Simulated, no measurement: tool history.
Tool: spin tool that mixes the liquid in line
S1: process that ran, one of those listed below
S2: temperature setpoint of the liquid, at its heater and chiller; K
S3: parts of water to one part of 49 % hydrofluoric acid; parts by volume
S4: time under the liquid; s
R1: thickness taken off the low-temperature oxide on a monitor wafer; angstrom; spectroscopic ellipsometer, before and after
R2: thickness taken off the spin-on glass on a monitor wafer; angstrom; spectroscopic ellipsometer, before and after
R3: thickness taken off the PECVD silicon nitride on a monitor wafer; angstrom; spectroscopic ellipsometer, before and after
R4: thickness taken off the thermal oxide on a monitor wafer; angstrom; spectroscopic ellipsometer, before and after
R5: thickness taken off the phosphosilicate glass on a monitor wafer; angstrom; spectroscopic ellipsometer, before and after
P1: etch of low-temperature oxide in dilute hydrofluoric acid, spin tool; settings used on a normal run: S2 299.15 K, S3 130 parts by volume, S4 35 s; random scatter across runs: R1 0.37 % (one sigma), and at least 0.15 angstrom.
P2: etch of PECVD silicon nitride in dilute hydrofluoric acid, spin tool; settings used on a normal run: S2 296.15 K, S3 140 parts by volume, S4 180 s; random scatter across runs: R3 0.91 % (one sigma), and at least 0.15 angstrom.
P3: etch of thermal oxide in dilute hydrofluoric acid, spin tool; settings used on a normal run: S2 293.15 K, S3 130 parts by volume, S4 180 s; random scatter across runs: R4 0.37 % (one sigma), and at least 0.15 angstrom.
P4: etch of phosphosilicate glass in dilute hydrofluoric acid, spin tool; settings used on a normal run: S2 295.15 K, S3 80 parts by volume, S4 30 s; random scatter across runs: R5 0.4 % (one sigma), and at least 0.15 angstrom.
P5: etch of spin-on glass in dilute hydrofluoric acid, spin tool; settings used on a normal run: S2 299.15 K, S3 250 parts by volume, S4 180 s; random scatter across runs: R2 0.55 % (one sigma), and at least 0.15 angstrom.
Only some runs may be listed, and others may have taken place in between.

run   hour  S1      S2   S3   S4      R1      R2      R3      R4      R5
  1    9.9  P1  299.15  130   35  83.002
  2   19.9  P5  292.65  250  180          115.96
  3   30.8  P2  290.65  140  180                  20.405
  4   37.6  P1  294.65  130   35  70.027
  5   45.4  P1  299.15  170   65  112.76
  6   55.3  P1  299.15  130   50  119.23
  7     62  P2  296.15  140  180                  28.606
  8   73.5  P5  299.15   60  180           761.5
  9     79  P1  299.15  225   35  42.939
 10   86.4  P3  293.15  130  180                          56.203
 11   97.1  P4  290.15   80   30                                  173.64
 12  105.8  P2  296.15  140  310                  49.357
 13  112.8  P5  299.15  250  180          146.73
 14  123.6  P1  305.65  130   35  105.37
 15  133.7  P4  295.15  145   30                                  110.23
 16  140.3  P1  299.15  130   35  82.563
 17  148.4  P1  299.15  130   15   35.97
 18    155  P3  300.15  130  180                          74.175
 19  165.4  P1  299.15   35   50  497.88
 20  173.8  P5  299.15  250  365          295.34
 21  182.2  P1  299.15  130   35  82.765
 22  193.8  P4  295.15   80   55                                   395.3
 23  201.5  P1  299.15  130   35  83.408
 24  210.1  P1  299.15   80   60  248.23
 25  220.4  P3  293.15  130   40                          12.437
 26  228.5  P3  293.15   25  180                          329.95
 27  235.9  P2  296.15  235  180                  17.013
 28  245.1  P1  299.15   65   35  180.34
 29  252.9  P4  295.15   80   30                                   214.1
 30  259.8  P3  293.15  130  180                          56.578
 31  265.3  P1  299.15  130   35  83.136
 32  272.4  P1  299.15  130   35  84.238
 33  283.1  P1  299.15  130   35  85.616
 34  290.6  P1  299.15  130   35  86.453
 35  298.1  P1  299.15  130   35  87.169
 36  308.8  P1  299.15  130   35  86.717
 37  317.6  P1  299.15  130   35  87.956
 38  324.2  P1  299.15  130   35  87.615
 39  335.6  P1  299.15  130   35  87.701
 40  342.1  P1  299.15  130   35  87.947
 41  353.2  P1  299.15  130   35  87.891

The output of P1 has drifted from where it used to be. Each of the 2 causes below, taken at the size shown beside it, accounts for the log equally well:
A: hydrofluoric acid flow above the setpoint (%) = 4.73
B: liquid hotter than its thermometer reads (K) = 1.42
The gradual shift began around hour 265.3.

The 4 check runs listed below each average the results of 3 wafers, and their outcomes are marked with question marks. Under which run would the listed causes produce clearly different results?
check 1  364.3  P2  296.15  140  295           ?
check 2  364.3  P5  296.15  250  180       ?
check 3  364.3  P4  295.15  120   45                   ?
check 4  364.3  P3  297.65  130  180               ?

Predicted outcomes, by check and by cause:
  check  result    if A    if B
check 1      R3   49.24  51.594
check 2      R2  139.46  138.55
check 3      R5  215.71  216.51
check 4      R4  71.028  71.113
Minimum pairwise separation of causes per check, each pair taken at its best-separating result: check 1 4.67 %; check 2 0.65 %; check 3 0.37 %; check 4 0.12 %
Only check 1 tells the causes apart: in the others they would give nearly the same result.

The results of check 1 are: R3 51.798 angstrom. Based on these, which of the listed causes is it?

The cause is B: liquid hotter than its thermometer reads (K).
